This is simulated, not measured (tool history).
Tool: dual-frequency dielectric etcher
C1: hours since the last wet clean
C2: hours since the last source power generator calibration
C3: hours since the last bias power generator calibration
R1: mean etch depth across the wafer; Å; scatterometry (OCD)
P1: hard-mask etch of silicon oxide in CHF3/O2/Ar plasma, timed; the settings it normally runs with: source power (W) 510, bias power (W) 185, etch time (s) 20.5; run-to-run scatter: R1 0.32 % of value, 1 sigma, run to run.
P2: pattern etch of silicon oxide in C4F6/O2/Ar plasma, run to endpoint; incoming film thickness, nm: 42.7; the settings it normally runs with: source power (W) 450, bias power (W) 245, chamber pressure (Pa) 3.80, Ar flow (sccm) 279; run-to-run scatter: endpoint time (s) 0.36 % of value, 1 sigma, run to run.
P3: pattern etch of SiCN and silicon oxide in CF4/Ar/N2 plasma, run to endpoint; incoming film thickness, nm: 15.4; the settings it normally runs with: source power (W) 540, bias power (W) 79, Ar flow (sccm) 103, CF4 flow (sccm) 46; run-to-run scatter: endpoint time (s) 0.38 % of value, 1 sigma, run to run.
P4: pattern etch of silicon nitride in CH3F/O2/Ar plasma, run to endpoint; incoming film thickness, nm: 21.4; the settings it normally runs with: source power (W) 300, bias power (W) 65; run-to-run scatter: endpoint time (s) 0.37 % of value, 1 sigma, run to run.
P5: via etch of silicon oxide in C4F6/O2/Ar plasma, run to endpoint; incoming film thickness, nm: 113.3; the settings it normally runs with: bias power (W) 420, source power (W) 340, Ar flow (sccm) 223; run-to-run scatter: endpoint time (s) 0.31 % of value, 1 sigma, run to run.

run 1 hour=9.2 | process_that_ran=P1 source_power_(W)=510 bias_power_(W)=185 etch_time_(s)=20.5 | C1=129.4 C2=1599.6 C3=1427.8 | R1=368.59
run 2 hour=19.0 | process_that_ran=P4 source_power_(W)=300 bias_power_(W)=65 | C1=139.2 C2=1609.4 C3=1437.6 | endpoint_time_(s)=35.263
run 3 hour=29.0 | process_that_ran=P1 source_power_(W)=510 bias_power_(W)=141 etch_time_(s)=14.0 | C1=149.2 C2=1619.4 C3=1447.6 | R1=232.76
run 4 hour=38.1 | process_that_ran=P3 source_power_(W)=540 bias_power_(W)=79 Ar_flow_(sccm)=103 CF4_flow_(sccm)=56 | C1=158.3 C2=1628.5 C3=1456.7 | endpoint_time_(s)=15.339
run 5 hour=48.0 | process_that_ran=P2 source_power_(W)=370 bias_power_(W)=245 Ar_flow_(sccm)=279 chamber_pressure_(Pa)=3.80 | C1=168.2 C2=1638.4 C3=1466.6 | endpoint_time_(s)=12.692
run 6 hour=54.7 | process_that_ran=P1 source_power_(W)=510 bias_power_(W)=185 etch_time_(s)=12.0 | C1=174.9 C2=1645.1 C3=1473.3 | R1=216.40
run 7 hour=64.0 | process_that_ran=P3 source_power_(W)=540 bias_power_(W)=79 Ar_flow_(sccm)=103 CF4_flow_(sccm)=46 | C1=184.2 C2=1654.4 C3=1482.6 | endpoint_time_(s)=15.956
run 8 hour=76.0 | process_that_ran=P2 source_power_(W)=450 bias_power_(W)=245 Ar_flow_(sccm)=213 chamber_pressure_(Pa)=3.80 | C1=196.2 C2=1666.4 C3=1494.6 | endpoint_time_(s)=11.448
run 9 hour=83.9 | process_that_ran=P4 source_power_(W)=300 bias_power_(W)=91 | C1=204.1 C2=1674.3 C3=1502.5 | endpoint_time_(s)=31.335
run 10 hour=94.3 | process_that_ran=P1 source_power_(W)=510 bias_power_(W)=132 etch_time_(s)=20.5 | C1=214.5 C2=1684.7 C3=1512.9 | R1=331.56
run 11 hour=107.2 | process_that_ran=P2 source_power_(W)=450 bias_power_(W)=306 Ar_flow_(sccm)=279 chamber_pressure_(Pa)=3.80 | C1=227.4 C2=1697.6 C3=1525.8 | endpoint_time_(s)=10.911
run 12 hour=115.1 | process_that_ran=P3 source_power_(W)=540 bias_power_(W)=79 Ar_flow_(sccm)=74 CF4_flow_(sccm)=46 | C1=235.3 C2=1705.5 C3=1533.7 | endpoint_time_(s)=15.130
run 13 hour=125.7 | process_that_ran=P3 source_power_(W)=540 bias_power_(W)=49 Ar_flow_(sccm)=103 CF4_flow_(sccm)=46 | C1=245.9 C2=1716.1 C3=1544.3 | endpoint_time_(s)=18.723
run 14 hour=132.9 | process_that_ran=P5 source_power_(W)=340 bias_power_(W)=420 Ar_flow_(sccm)=223 | C1=253.1 C2=1723.3 C3=1551.5 | endpoint_time_(s)=26.938
run 15 hour=145.1 | process_that_ran=P1 source_power_(W)=510 bias_power_(W)=185 etch_time_(s)=20.5 | C1=265.3 C2=1735.5 C3=1563.7 | R1=371.75
run 16 hour=155.6 | process_that_ran=P1 source_power_(W)=510 bias_power_(W)=185 etch_time_(s)=25.0 | C1=275.8 C2=1746.0 C3=1574.2 | R1=454.02
run 17 hour=164.0 | process_that_ran=P4 source_power_(W)=300 bias_power_(W)=65 | C1=284.2 C2=1754.4 C3=1582.6 | endpoint_time_(s)=35.594
run 18 hour=175.0 | process_that_ran=P2 source_power_(W)=450 bias_power_(W)=245 Ar_flow_(sccm)=279 chamber_pressure_(Pa)=3.80 | C1=295.2 C2=1765.4 C3=1593.6 | endpoint_time_(s)=11.839
run 19 hour=186.4 | process_that_ran=P5 source_power_(W)=340 bias_power_(W)=420 Ar_flow_(sccm)=292 | C1=306.6 C2=1776.8 C3=1605.0 | endpoint_time_(s)=27.484
run 20 hour=196.1 | process_that_ran=P4 source_power_(W)=170 bias_power_(W)=65 | C1=316.3 C2=1786.5 C3=1614.7 | endpoint_time_(s)=43.857
run 21 hour=204.2 | process_that_ran=P2 source_power_(W)=450 bias_power_(W)=245 Ar_flow_(sccm)=279 chamber_pressure_(Pa)=3.80 | C1=324.4 C2=1794.6 C3=1622.8 | endpoint_time_(s)=11.787
run 22 hour=214.2 | process_that_ran=P5 source_power_(W)=340 bias_power_(W)=577 Ar_flow_(sccm)=223 | C1=334.4 C2=1804.6 C3=1632.8 | endpoint_time_(s)=23.814
run 23 hour=225.7 | process_that_ran=P3 source_power_(W)=420 bias_power_(W)=79 Ar_flow_(sccm)=103 CF4_flow_(sccm)=46 | C1=345.9 C2=1816.1 C3=1644.3 | endpoint_time_(s)=19.929
run 24 hour=234.9 | process_that_ran=P1 source_power_(W)=510 bias_power_(W)=185 etch_time_(s)=20.5 | C1=355.1 C2=1825.3 C3=1653.5 | R1=371.87
run 25 hour=242.3 | process_that_ran=P1 source_power_(W)=510 bias_power_(W)=257 etch_time_(s)=20.5 | C1=362.5 C2=1832.7 C3=1660.9 | R1=415.89
run 26 hour=252.3 | process_that_ran=P1 source_power_(W)=610 bias_power_(W)=185 etch_time_(s)=20.5 | C1=372.5 C2=1842.7 C3=1670.9 | R1=400.33
run 27 hour=262.7 | process_that_ran=P1 source_power_(W)=510 bias_power_(W)=185 etch_time_(s)=20.5 | C1=382.9 C2=1853.1 C3=1681.3 | R1=372.75
run 28 hour=270.3 | process_that_ran=P1 source_power_(W)=510 bias_power_(W)=185 etch_time_(s)=20.5 | C1=390.5 C2=1860.7 C3=1688.9 | R1=373.05
run 29 hour=276.6 | process_that_ran=P1 source_power_(W)=510 bias_power_(W)=185 etch_time_(s)=20.5 | C1=396.8 C2=1867.0 C3=1695.2 | R1=371.06
run 30 hour=288.1 | process_that_ran=P2 source_power_(W)=450 bias_power_(W)=245 Ar_flow_(sccm)=279 chamber_pressure_(Pa)=4.87 | C1=408.3 C2=1878.5 C3=1706.7 | endpoint_time_(s)=12.125
run 31 hour=300.6 | process_that_ran=P1 source_power_(W)=510 bias_power_(W)=185 etch_time_(s)=20.5 | C1=420.8 C2=1891.0 C3=1719.2 | R1=371.92
run 32 hour=307.3 | process_that_ran=P5 source_power_(W)=230 bias_power_(W)=420 Ar_flow_(sccm)=223 | C1=427.5 C2=1897.7 C3=1725.9 | endpoint_time_(s)=30.885
run 33 hour=319.7 | process_that_ran=P1 source_power_(W)=300 bias_power_(W)=185 etch_time_(s)=20.5 | C1=439.9 C2=1910.1 C3=1738.3 | R1=302.91
run 34 hour=328.1 | process_that_ran=P1 source_power_(W)=510 bias_power_(W)=185 etch_time_(s)=20.5 | C1=448.3 C2=1918.5 C3=1746.7 | R1=369.71
run 35 hour=338.3 | process_that_ran=P1 source_power_(W)=510 bias_power_(W)=185 etch_time_(s)=20.5 | C1=458.5 C2=1928.7 C3=1756.9 | R1=366.99
run 36 hour=345.4 | process_that_ran=P1 source_power_(W)=510 bias_power_(W)=185 etch_time_(s)=20.5 | C1=465.6 C2=1935.8 C3=1764.0 | R1=368.34
run 37 hour=357.0 | process_that_ran=P1 source_power_(W)=510 bias_power_(W)=185 etch_time_(s)=20.5 | C1=477.2 C2=1947.4 C3=1775.6 | R1=366.72
run 38 hour=368.2 | process_that_ran=P1 source_power_(W)=510 bias_power_(W)=185 etch_time_(s)=20.5 | C1=488.4 C2=1958.6 C3=1786.8 | R1=366.98
run 39 hour=374.9 | process_that_ran=P1 source_power_(W)=510 bias_power_(W)=185 etch_time_(s)=20.5 | C1=495.1 C2=1965.3 C3=1793.5 | R1=365.11
-- hour=377.1 wet clean of the chamber
run 40 hour=387.3 | process_that_ran=P1 source_power_(W)=510 bias_power_(W)=185 etch_time_(s)=20.5 | C1=10.3 C2=1977.7 C3=1805.9 | R1=365.14
run 41 hour=394.0 | process_that_ran=P1 source_power_(W)=510 bias_power_(W)=185 etch_time_(s)=20.5 | C1=17.0 C2=1984.4 C3=1812.6 | R1=367.43
run 42 hour=406.4 | process_that_ran=P1 source_power_(W)=510 bias_power_(W)=185 etch_time_(s)=20.5 | C1=29.4 C2=1996.8 C3=1825.0 | R1=367.25
run 43 hour=417.0 | process_that_ran=P1 source_power_(W)=510 bias_power_(W)=185 etch_time_(s)=20.5 | C1=40.0 C2=2007.4 C3=1835.6 | R1=362.59

The log shows P1 creeping away from where it was. Any of the 2 causes listed here, at the size stated for it, fits the log just as well as the others:
A: source power that arrives under what is set, % = 4.15
B: bias power that arrives under what is set, % = 4.63
The onset of the drift is placed at about hour 328.1.
Other possible causes, and why each is ruled out:
chamber walls in a state that lowers the etch rate, %: its service at hour 377.1 followed the start of the drift and did not put the process back to its old value

Each of the check runs listed below is run on 2 wafers and reports their average, with the results left as question marks. Pick the one under which the possible causes would lead to clearly different results.
run check 1 hour=427.6 | process_that_ran=P4 source_power_(W)=300 bias_power_(W)=76 | endpoint_time_(s)=?
run check 2 hour=427.6 | process_that_ran=P5 source_power_(W)=340 bias_power_(W)=571 Ar_flow_(sccm)=223 | endpoint_time_(s)=?
run check 3 hour=427.6 | process_that_ran=P3 source_power_(W)=540 bias_power_(W)=79 Ar_flow_(sccm)=82 CF4_flow_(sccm)=46 | endpoint_time_(s)=?
run check 4 hour=427.6 | process_that_ran=P2 source_power_(W)=450 bias_power_(W)=245 Ar_flow_(sccm)=217 chamber_pressure_(Pa)=3.80 | endpoint_time_(s)=?

Predicted outcomes, by check and by cause:
check=check_1 result=endpoint_time_(s) if_A=34.069 if_B=34.097
check=check_2 result=endpoint_time_(s) if_A=24.241 if_B=24.305
check=check_3 result=endpoint_time_(s) if_A=15.932 if_B=15.606
check=check_4 result=endpoint_time_(s) if_A=11.637 if_B=11.631
Per-check spread between the two closest causes, in the result where they differ most: check 1 0.08 %; check 2 0.26 %; check 3 2.06 %; check 4 0.05 %
The other checks would show nearly matching results whichever cause is true, so check 3 is the only one that separates the causes.

Check 3 has now been run. It gave: endpoint time (s) 15.936. Which of the candidate causes is it?

A is the cause: source power that arrives under what is set, %.
